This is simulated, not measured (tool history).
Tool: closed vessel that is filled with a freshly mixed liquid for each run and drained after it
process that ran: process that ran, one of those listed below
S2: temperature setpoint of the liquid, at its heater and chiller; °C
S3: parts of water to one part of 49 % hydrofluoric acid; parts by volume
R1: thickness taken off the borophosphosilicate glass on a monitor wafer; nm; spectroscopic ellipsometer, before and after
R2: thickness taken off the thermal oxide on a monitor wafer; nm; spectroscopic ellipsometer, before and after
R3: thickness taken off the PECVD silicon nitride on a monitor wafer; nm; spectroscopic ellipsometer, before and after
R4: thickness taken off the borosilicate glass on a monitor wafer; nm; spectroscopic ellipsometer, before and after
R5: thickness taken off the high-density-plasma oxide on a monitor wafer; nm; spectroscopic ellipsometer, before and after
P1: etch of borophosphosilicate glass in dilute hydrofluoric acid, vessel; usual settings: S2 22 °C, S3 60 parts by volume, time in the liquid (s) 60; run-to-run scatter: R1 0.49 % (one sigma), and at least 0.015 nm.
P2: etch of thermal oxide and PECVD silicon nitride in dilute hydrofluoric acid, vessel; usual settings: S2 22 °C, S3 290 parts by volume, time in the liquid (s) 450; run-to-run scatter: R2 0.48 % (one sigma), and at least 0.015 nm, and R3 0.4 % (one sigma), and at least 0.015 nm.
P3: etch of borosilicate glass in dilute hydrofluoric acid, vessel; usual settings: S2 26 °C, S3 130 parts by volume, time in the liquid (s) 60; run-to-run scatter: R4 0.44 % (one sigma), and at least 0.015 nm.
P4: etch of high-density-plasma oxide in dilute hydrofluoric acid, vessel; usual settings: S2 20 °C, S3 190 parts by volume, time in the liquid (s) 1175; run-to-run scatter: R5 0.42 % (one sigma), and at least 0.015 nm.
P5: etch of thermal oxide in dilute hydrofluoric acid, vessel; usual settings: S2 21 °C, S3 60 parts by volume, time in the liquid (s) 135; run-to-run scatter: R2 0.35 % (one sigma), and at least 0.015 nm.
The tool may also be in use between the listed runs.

Run 1, hour 7: process that ran P1, S2 22 °C, S3 60 parts by volume, time in the liquid (s) 60. Result: R1 62.434 nm.
Run 2, hour 12.3: process that ran P2, S2 22 °C, S3 290 parts by volume, time in the liquid (s) 450. Result: R2 5.329 nm, R3 8.0538 nm.
Run 3, hour 23.6: process that ran P3, S2 33 °C, S3 130 parts by volume, time in the liquid (s) 60. Result: R4 16.03 nm.
Run 4, hour 31.5: process that ran P3, S2 26 °C, S3 130 parts by volume, time in the liquid (s) 60. Result: R4 12.367 nm.
Run 5, hour 37.9: process that ran P1, S2 17 °C, S3 60 parts by volume, time in the liquid (s) 60. Result: R1 50.517 nm.
Run 6, hour 48.2: process that ran P5, S2 21 °C, S3 60 parts by volume, time in the liquid (s) 135. Result: R2 9.866 nm.
Run 7, hour 56.2: process that ran P1, S2 22 °C, S3 60 parts by volume, time in the liquid (s) 60. Result: R1 61.948 nm.
Run 8, hour 67.2: process that ran P5, S2 21 °C, S3 60 parts by volume, time in the liquid (s) 135. Result: R2 9.8347 nm.
Run 9, hour 72.9: process that ran P2, S2 22 °C, S3 290 parts by volume, time in the liquid (s) 450. Result: R2 5.3349 nm, R3 8.0015 nm.
Run 10, hour 84.5: process that ran P3, S2 26 °C, S3 130 parts by volume, time in the liquid (s) 100. Result: R4 20.876 nm.
Run 11, hour 95: process that ran P2, S2 22 °C, S3 65 parts by volume, time in the liquid (s) 450. Result: R2 30.223 nm, R3 34.559 nm.
Run 12, hour 103.5: process that ran P4, S2 20 °C, S3 190 parts by volume, time in the liquid (s) 1175. Result: R5 27.904 nm.
Run 13, hour 112: process that ran P2, S2 28 °C, S3 290 parts by volume, time in the liquid (s) 450. Result: R2 6.5436 nm, R3 11.436 nm.
Run 14, hour 119.5: process that ran P1, S2 22 °C, S3 60 parts by volume, time in the liquid (s) 60. Result: R1 62.253 nm.
Run 15, hour 124.8: process that ran P2, S2 22 °C, S3 290 parts by volume, time in the liquid (s) 885. Result: R2 10.518 nm, R3 15.757 nm.
Run 16, hour 131.4: process that ran P1, S2 22 °C, S3 60 parts by volume, time in the liquid (s) 60. Result: R1 62.391 nm.
Run 17, hour 141.5: process that ran P3, S2 26 °C, S3 25 parts by volume, time in the liquid (s) 60. Result: R4 74.347 nm.
Run 18, hour 148.5: process that ran P4, S2 20 °C, S3 190 parts by volume, time in the liquid (s) 2080. Result: R5 49.399 nm.
Run 19, hour 154.7: process that ran P4, S2 28 °C, S3 190 parts by volume, time in the liquid (s) 1175. Result: R5 37.774 nm.
Run 20, hour 163.2: process that ran P1, S2 22 °C, S3 60 parts by volume, time in the liquid (s) 90. Result: R1 93.46 nm.
Run 21, hour 171.4: process that ran P1, S2 22 °C, S3 90 parts by volume, time in the liquid (s) 60. Result: R1 39.979 nm.
Run 22, hour 179.5: process that ran P1, S2 22 °C, S3 30 parts by volume, time in the liquid (s) 60. Result: R1 130.25 nm.
Run 23, hour 185: process that ran P4, S2 20 °C, S3 60 parts by volume, time in the liquid (s) 1175. Result: R5 101.88 nm.
Run 24, hour 195.9: process that ran P1, S2 22 °C, S3 60 parts by volume, time in the liquid (s) 30. Result: R1 31.442 nm.
Run 25, hour 203.1: process that ran P1, S2 27 °C, S3 60 parts by volume, time in the liquid (s) 60. Result: R1 75.876 nm.
Run 26, hour 209.7: process that ran P1, S2 22 °C, S3 95 parts by volume, time in the liquid (s) 95. Result: R1 59.702 nm.
Run 27, hour 215.9: process that ran P5, S2 21 °C, S3 60 parts by volume, time in the liquid (s) 250. Result: R2 18.054 nm.
Run 28, hour 222.9: process that ran P5, S2 21 °C, S3 90 parts by volume, time in the liquid (s) 135. Result: R2 6.3102 nm.
Run 29, hour 232.6: process that ran P5, S2 25 °C, S3 60 parts by volume, time in the liquid (s) 135. Result: R2 11.504 nm.
Run 30, hour 241.3: process that ran P1, S2 22 °C, S3 60 parts by volume, time in the liquid (s) 60. Result: R1 62.329 nm.
Run 31, hour 247.7: process that ran P1, S2 22 °C, S3 60 parts by volume, time in the liquid (s) 60. Result: R1 61.623 nm.
Run 32, hour 254.7: process that ran P1, S2 22 °C, S3 60 parts by volume, time in the liquid (s) 60. Result: R1 60.112 nm.
Run 33, hour 266.2: process that ran P1, S2 22 °C, S3 60 parts by volume, time in the liquid (s) 60. Result: R1 59.381 nm.
Run 34, hour 274.7: process that ran P1, S2 22 °C, S3 60 parts by volume, time in the liquid (s) 60. Result: R1 60.068 nm.
Run 35, hour 284.1: process that ran P1, S2 22 °C, S3 60 parts by volume, time in the liquid (s) 60. Result: R1 59.182 nm.
Run 36, hour 290: process that ran P1, S2 22 °C, S3 60 parts by volume, time in the liquid (s) 60. Result: R1 58.902 nm.
Run 37, hour 296.7: process that ran P1, S2 22 °C, S3 60 parts by volume, time in the liquid (s) 60. Result: R1 58.428 nm.
Run 38, hour 307.7: process that ran P1, S2 22 °C, S3 60 parts by volume, time in the liquid (s) 60. Result: R1 58.175 nm.
Run 39, hour 316.5: process that ran P1, S2 22 °C, S3 60 parts by volume, time in the liquid (s) 60. Result: R1 58.367 nm.
Run 40, hour 321.8: process that ran P1, S2 22 °C, S3 60 parts by volume, time in the liquid (s) 60. Result: R1 58.815 nm.

What P1 gives has crept away from where it was. These 2 causes fit the log equally well, each at the size given:
A: hydrofluoric acid flow below the setpoint (%) = 5.46
B: liquid colder than its thermometer reads (K) = 1.45
The creep began at about hour 241.3.

4 check runs are offered, one wafer each, their results left as question marks. Which one tells the causes apart?
Run check 1, hour 327.1: process that ran P5, S2 21 °C, S3 60 parts by volume, time in the liquid (s) 135. Result: R2 ?.
Run check 2, hour 327.1: process that ran P2, S2 22 °C, S3 290 parts by volume, time in the liquid (s) 450. Result: R2 ?, R3 ?.
Run check 3, hour 327.1: process that ran P4, S2 20 °C, S3 190 parts by volume, time in the liquid (s) 1175. Result: R5 ?.
Run check 4, hour 327.1: process that ran P3, S2 26 °C, S3 130 parts by volume, time in the liquid (s) 60. Result: R4 ?.

What each check would give under each cause:
  check  result    if A    if B
check 1      R2  9.2379  9.2325
check 2      R2  4.9639  5.0611
check 2      R3  7.5906  7.3201
check 3      R5  26.078  26.345
check 4      R4  11.645   11.76
How far apart the two closest causes lie, in the result that separates them most: check 1 0.06 %; check 2 3.63 %; check 3 1.02 %; check 4 0.98 %
Only check 2 tells the causes apart: in the others they would give nearly the same result.

Then check 2 was run and gave: R2 4.992 nm; R3 7.5837 nm. Which cause is it?

It is A: hydrofluoric acid flow below the setpoint (%).
